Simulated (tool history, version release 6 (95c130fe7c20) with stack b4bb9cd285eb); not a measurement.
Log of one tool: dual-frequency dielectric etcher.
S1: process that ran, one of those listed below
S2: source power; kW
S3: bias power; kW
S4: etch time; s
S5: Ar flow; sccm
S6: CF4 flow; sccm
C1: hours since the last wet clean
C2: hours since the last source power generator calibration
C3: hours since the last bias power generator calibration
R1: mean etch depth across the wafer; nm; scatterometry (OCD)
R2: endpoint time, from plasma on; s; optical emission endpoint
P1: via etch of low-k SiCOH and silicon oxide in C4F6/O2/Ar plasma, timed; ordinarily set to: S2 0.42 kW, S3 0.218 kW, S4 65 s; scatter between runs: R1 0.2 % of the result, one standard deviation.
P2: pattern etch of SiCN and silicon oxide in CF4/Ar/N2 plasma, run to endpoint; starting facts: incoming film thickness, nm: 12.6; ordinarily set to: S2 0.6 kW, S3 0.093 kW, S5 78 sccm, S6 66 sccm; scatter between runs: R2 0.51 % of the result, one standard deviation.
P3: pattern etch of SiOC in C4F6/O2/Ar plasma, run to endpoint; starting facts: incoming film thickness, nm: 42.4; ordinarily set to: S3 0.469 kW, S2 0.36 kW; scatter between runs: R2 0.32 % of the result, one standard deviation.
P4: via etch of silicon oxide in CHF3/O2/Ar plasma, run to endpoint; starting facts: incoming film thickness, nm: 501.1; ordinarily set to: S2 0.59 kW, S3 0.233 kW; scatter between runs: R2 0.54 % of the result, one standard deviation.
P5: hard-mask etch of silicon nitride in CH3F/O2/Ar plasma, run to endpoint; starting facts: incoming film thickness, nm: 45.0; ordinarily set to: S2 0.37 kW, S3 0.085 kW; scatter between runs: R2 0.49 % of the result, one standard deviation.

run	hour	S1	S2	S3	S4	S5	S6	C1	C2	C3	R1	R2
1	8.7	P1	0.42	0.218	65			408.8	1138.1	305.7	185.46	
2	15.4	P3	0.36	0.601				415.5	1144.8	312.4		13.765
3	27.4	P5	0.37	0.085				427.5	1156.8	324.4		63.952
4	35.4	P4	0.59	0.189				435.5	1164.8	332.4		253.84
5	49.8	P1	0.42	0.218	65			449.9	1179.2	346.8	186.39	
6	60.2	P1	0.34	0.218	65			460.3	1189.6	357.2	171.69	
7	73.6	P3	0.36	0.469				473.7	1203	370.6		15.021
8	86.8	P1	0.42	0.218	36			486.9	1216.2	383.8	102.93	
9	100.5	P1	0.35	0.218	88			500.6	1229.9	397.5	236.08	
10	114.3	P2	0.6	0.093		78	66	514.4	1243.7	411.3		9.9191
11	128.6	P5	0.37	0.085				528.7	1258	425.6		63.958
12	139.4	P2	0.83	0.093		78	66	539.5	1268.8	436.4		7.4211
13	148.6	P3	0.51	0.469				548.7	1278	445.6		13.239
14	162	P5	0.37	0.107				562.1	1291.4	459		58.169
15	174.9	P5	0.27	0.085				575	1304.3	471.9		72.036
16	185.7	P1	0.42	0.145	65			585.8	1315.1	482.7	164.28	
17	196	P1	0.54	0.218	65			596.1	1325.4	493	204.83	
18	208.2	P4	0.78	0.233				608.3	1337.6	505.2		210.63
19	215	P1	0.54	0.218	79			615.1	1344.4	512	249.26	
20	228	P1	0.42	0.218	65			628.1	1357.4	525	185.87	
21	240.7	P2	0.6	0.071		78	66	640.8	1370.1	537.7		10.875
22	247.3	P1	0.42	0.273	65			647.4	1376.7	544.3	200.73	
23	255.2	P1	0.42	0.218	83.5			655.3	1384.6	552.2	238.46	
24	263.6	P2	0.6	0.093		78	66	663.7	1393	560.6		9.8233
25	276.1	P1	0.42	0.218	65			676.2	1405.5	573.1	186.28	
26	288.4	P2	0.6	0.093		78	91	688.5	1417.8	585.4		9.5617
27	301.5	P2	0.6	0.093		62	66	701.6	1430.9	598.5		9.7117
28	313	P4	0.59	0.233				713.1	1442.4	610		236.23
29	326.7	P4	0.59	0.233				726.8	1456.1	623.7		234.46
30	335.7	P1	0.42	0.218	65			735.8	1465.1	632.7	187.09	
31	347.6	P1	0.42	0.218	65			747.7	1477	644.6	187.69	
32	356.6	P1	0.42	0.218	65			756.7	1486	653.6	188.7	
33	367.4	P1	0.42	0.218	65			767.5	1496.8	664.4	188.13	
34	377	P1	0.42	0.218	65			777.1	1506.4	674	189.14	
35	387.8	P1	0.42	0.218	65			787.9	1517.2	684.8	188.62	
# hour 392.7: wet clean of the chamber
36	394.5	P1	0.42	0.218	65			1.9	1523.9	691.5	189.28	
37	407.6	P1	0.42	0.218	65			15	1537	704.6	189.34	
38	414.2	P1	0.42	0.218	65			21.6	1543.6	711.2	189.57	

The output of P1 has drifted from where it used to be. Each of the 2 causes below, taken at the size shown beside it, accounts for the log equally well:
A: bias power that arrives over what is set, % = 4.71
B: source power that arrives over what is set, % = 4.01
The process output started creeping at around hour 335.7.
The rest of the possible causes, and what rules out each one:
chamber walls in a state that raises the etch rate, %: was serviced at hour 392.7, once the creep was under way, yet the earlier output never came back

The list below offers 4 check runs, each averaging the results of 5 wafers, and shows each result as a question mark. For which of them would the listed causes give clearly different results?
check 1	420.8	P2	0.81	0.08		78	66					?
check 2	420.8	P4	0.71	0.199								?
check 3	420.8	P5	0.37	0.102								?
check 4	420.8	P3	0.48	0.469								?

How each check would come out, cause by cause:
check	result	if A	if B
check 1	R2	7.8966	7.7396
check 2	R2	228.45	228.6
check 3	R2	58.745	58.892
check 4	R2	13.273	13.304
Per check, the gap between the least separated pair of causes, taken in the result that splits them most: check 1 2.01 %; check 2 0.07 %; check 3 0.25 %; check 4 0.23 %
Only check 1 tells the causes apart: in the others they would give nearly the same result.

After running check 1, the following was obtained: R2 7.8785 s. Which cause does this point to?

The cause is A: bias power that arrives over what is set, %.

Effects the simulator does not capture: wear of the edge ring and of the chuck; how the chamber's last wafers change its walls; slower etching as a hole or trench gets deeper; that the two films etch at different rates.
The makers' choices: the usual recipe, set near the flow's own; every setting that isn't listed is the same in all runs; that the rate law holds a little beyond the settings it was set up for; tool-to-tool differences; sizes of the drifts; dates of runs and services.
